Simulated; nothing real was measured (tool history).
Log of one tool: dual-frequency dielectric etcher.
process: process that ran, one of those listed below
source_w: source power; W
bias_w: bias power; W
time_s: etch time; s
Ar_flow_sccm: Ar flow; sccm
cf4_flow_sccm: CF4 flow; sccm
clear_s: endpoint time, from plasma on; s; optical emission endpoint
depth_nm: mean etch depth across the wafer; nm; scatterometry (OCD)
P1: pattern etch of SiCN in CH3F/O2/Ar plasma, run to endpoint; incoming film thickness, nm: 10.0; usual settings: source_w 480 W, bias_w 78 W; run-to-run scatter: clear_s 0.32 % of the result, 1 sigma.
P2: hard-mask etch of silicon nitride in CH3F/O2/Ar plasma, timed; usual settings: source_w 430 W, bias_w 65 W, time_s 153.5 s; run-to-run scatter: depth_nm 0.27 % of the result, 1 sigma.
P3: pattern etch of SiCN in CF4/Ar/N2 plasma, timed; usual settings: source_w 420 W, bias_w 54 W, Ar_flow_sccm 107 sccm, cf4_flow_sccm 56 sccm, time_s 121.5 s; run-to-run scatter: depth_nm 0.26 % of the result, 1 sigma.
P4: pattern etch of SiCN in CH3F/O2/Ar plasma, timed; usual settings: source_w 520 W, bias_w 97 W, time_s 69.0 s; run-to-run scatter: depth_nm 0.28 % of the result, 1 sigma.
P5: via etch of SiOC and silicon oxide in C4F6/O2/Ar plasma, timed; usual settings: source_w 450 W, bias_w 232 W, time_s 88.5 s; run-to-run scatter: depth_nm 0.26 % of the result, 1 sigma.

run,day,process,source_w,bias_w,time_s,Ar_flow_sccm,cf4_flow_sccm,hours since the last wet clean,hours since the last source power generator calibration,hours since the last bias power generator calibration,clear_s,depth_nm
1,0.342,P1,480,78,,,,83.6,2689.8,566.5,23.808,
2,0.517,P1,320,64,,,,87.8,2694.0,570.7,29.845,
3,0.721,P2,430,86,153.5,,,92.7,2698.9,575.6,,120.580
4,1.092,P1,380,78,,,,101.6,2707.8,584.5,26.054,
5,1.371,P2,430,65,84.5,,,108.3,2714.5,591.2,,60.022
6,1.546,P4,520,97,38.0,,,112.5,2718.7,595.4,,17.442
7,1.850,P3,420,54,167.5,107,56,119.8,2726.0,602.7,,122.020
8,2.062,P1,480,78,,,,124.9,2731.1,607.8,23.967,
9,2.421,P5,450,232,88.5,,,133.5,2739.7,616.4,,113.150
10,2.608,P1,480,78,,,,138.0,2744.2,620.9,23.944,
11,2.896,P4,520,97,69.0,,,144.9,2751.1,627.8,,31.721
12,3.121,P5,450,232,88.5,,,150.3,2756.5,633.2,,113.250
13,3.404,P3,420,77,121.5,107,56,157.1,2763.3,640.0,,100.640
14,3.754,P2,430,65,153.5,,,165.5,2771.7,648.4,,109.200
15,3.975,P3,280,54,121.5,107,56,170.8,2777.0,653.7,,61.890
16,4.367,P5,450,149,88.5,,,180.2,2786.4,663.1,,98.672
17,4.654,P3,420,54,121.5,107,56,187.1,2793.3,670.0,,89.108
18,4.883,P5,450,232,126.5,,,192.6,2798.8,675.5,,161.650
19,5.217,P3,420,54,121.5,144,56,200.6,2806.8,683.5,,84.261
20,5.388,P3,420,54,121.5,107,34,204.7,2810.9,687.6,,80.992
21,5.771,P4,520,61,69.0,,,213.9,2820.1,696.8,,26.971
22,6.112,P2,430,65,153.5,,,222.1,2828.3,705.0,,109.850
23,6.454,P1,480,57,,,,230.3,2836.5,713.2,26.650,
24,6.704,P1,480,100,,,,236.3,2842.5,719.2,21.803,
25,6.992,P4,400,97,69.0,,,243.2,2849.4,726.1,,28.728
26,7.275,P1,390,91,,,,250.0,2856.2,732.9,24.464,
27,7.458,P1,480,78,,,,254.4,2860.6,737.3,23.921,
28,7.692,P3,420,54,121.5,107,56,260.0,2866.2,742.9,,88.780
29,7.908,P1,480,78,,,,265.2,2871.4,748.1,23.919,
30,8.083,P4,520,97,69.0,,,269.4,2875.6,752.3,,31.755
31,8.471,P1,480,78,,,,278.7,2884.9,761.6,24.104,
32,8.738,P1,590,78,,,,285.1,2891.3,768.0,22.114,
33,8.962,P5,280,232,88.5,,,290.5,2896.7,773.4,,94.890
34,9.300,P2,350,65,153.5,,,298.6,2904.8,781.5,,100.910
35,9.562,P1,480,78,,,,304.9,2911.1,787.8,23.997,
36,9.925,P1,480,78,,,,313.6,2919.8,796.5,23.754,
37,10.254,P1,480,78,,,,321.5,2927.7,804.4,23.613,
38,10.542,P1,480,78,,,,328.4,2934.6,811.3,23.683,
39,10.742,P1,480,78,,,,333.2,2939.4,816.1,23.577,
40,10.929,P1,480,78,,,,337.7,2943.9,820.6,23.571,
41,11.108,P1,480,78,,,,342.0,2948.2,824.9,23.669,
42,11.475,P1,480,78,,,,350.8,2957.0,833.7,23.544,
# day 11.629: wet clean of the chamber
43,11.658,P1,480,78,,,,0.8,2961.4,838.1,23.581,
44,11.917,P1,480,78,,,,7.0,2967.6,844.3,23.571,
45,12.246,P1,480,78,,,,14.9,2975.5,852.2,23.523,
46,12.600,P1,480,78,,,,23.4,2984.0,860.7,23.512,

What P1 gives has crept away from where it was. These 2 causes fit the log equally well, each at the size given:
A: source power that arrives over what is set, % = 4.34
B: bias power that arrives over what is set, % = 4.58
The creep began at about day 9.562.
Why every other cause is out:
chamber walls in a state that raises the etch rate, %: serviced at day 11.629, which brought nothing back

4 check runs are offered, one wafer each, their results left as question marks. Which one tells the causes apart?
check 1,12.954,P2,350,65,153.5,,,,,,,?
check 2,12.954,P4,520,62,69.0,,,,,,,?
check 3,12.954,P3,340,54,121.5,107,40,,,,,?
check 4,12.954,P5,300,232,123.5,,,,,,,?

What each check would give under each cause:
check,result,if A,if B
check 1,depth_nm,102.650,102.550
check 2,depth_nm,27.519,27.486
check 3,depth_nm,72.073,70.625
check 4,depth_nm,137.930,137.840
How far apart the two closest causes lie, in the result that separates them most: check 1 0.09 %; check 2 0.12 %; check 3 2.03 %; check 4 0.06 %
Check 3 tells the causes apart: in the others they would give nearly the same result.

Then check 3 was run and gave: depth_nm 70.717 nm. Which cause is it?

It is B: bias power that arrives over what is set, %.
